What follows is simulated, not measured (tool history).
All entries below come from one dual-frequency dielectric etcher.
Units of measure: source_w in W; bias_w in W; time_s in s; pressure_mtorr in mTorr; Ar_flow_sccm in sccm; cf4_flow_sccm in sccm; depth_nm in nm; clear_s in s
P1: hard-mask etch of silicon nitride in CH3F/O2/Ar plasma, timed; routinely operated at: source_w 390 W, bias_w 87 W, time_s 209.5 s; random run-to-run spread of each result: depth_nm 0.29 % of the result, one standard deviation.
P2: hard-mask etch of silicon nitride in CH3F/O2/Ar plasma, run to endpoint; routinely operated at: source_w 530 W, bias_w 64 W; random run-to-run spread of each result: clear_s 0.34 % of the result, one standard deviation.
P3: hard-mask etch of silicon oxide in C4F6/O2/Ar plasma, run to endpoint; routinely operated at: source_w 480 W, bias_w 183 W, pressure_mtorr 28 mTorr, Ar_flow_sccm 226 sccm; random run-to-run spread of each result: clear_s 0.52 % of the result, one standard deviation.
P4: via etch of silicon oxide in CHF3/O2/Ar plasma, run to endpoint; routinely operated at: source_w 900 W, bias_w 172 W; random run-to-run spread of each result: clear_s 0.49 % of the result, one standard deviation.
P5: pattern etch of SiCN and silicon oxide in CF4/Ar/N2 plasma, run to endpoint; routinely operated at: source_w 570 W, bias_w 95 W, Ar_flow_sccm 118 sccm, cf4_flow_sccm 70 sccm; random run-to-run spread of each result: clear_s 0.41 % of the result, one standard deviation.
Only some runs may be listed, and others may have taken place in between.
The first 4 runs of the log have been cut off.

run,day,process,source_w,bias_w,time_s,pressure_mtorr,Ar_flow_sccm,cf4_flow_sccm,hours since the last wet clean,hours since the last source power generator calibration,hours since the last bias power generator calibration,depth_nm,clear_s
5,1.808,P1,390,87,131,,,,136.9,1006.1,934.9,97.433,
6,2.15,P5,570,95,,,70,70,145.1,1014.3,943.1,,10.51
7,2.533,P1,250,87,209.5,,,,154.3,1023.5,952.3,132.35,
8,2.838,P4,1190,172,,,,,161.6,1030.8,959.6,,252.46
9,3.162,P1,390,122,209.5,,,,169.4,1038.6,967.4,176.71,
10,3.521,P1,390,87,209.5,,,,178,1047.2,976,156.56,
11,3.783,P1,390,87,303.5,,,,184.3,1053.5,982.3,225.71,
12,4.192,P5,470,95,,,118,70,194.1,1063.3,992.1,,13.278
13,4.588,P1,500,87,209.5,,,,203.6,1072.8,1001.6,171.52,
14,4.771,P5,570,95,,,118,70,208,1077.2,1006,,11.237
15,5.125,P5,570,64,,,118,70,216.5,1085.7,1014.5,,12.836
16,5.354,P1,390,87,209.5,,,,222,1091.2,1020,157.05,
17,5.688,P1,260,106,209.5,,,,230,1099.2,1028,144.25,
18,6.012,P3,480,124,,28,226,,237.8,1107,1035.8,,74.876
19,6.417,P4,900,172,,,,,247.5,1116.7,1045.5,,284
20,6.688,P4,900,218,,,,,254,1123.2,1052,,262.76
21,6.879,P3,480,183,,28,226,,258.6,1127.8,1056.6,,67.095
22,7.112,P3,480,183,,28,182,,264.2,1133.4,1062.2,,64.781
23,7.396,P2,330,64,,,,,271,1140.2,1069,,79.257
24,7.779,P1,390,59,209.5,,,,280.2,1149.4,1078.2,136.25,
25,8.188,P1,390,65,141,,,,290,1159.2,1088,95.131,
26,8.571,P5,570,95,,,118,55,299.2,1168.4,1097.2,,11.582
27,8.875,P3,480,183,,28,226,,306.5,1175.7,1104.5,,66.934

Expected results for the next run?
28,9.267,P3,480,183,,34,226,,315.9,1185.1,1113.9,,?

{"run 28": {"clear_s": 68.054}}
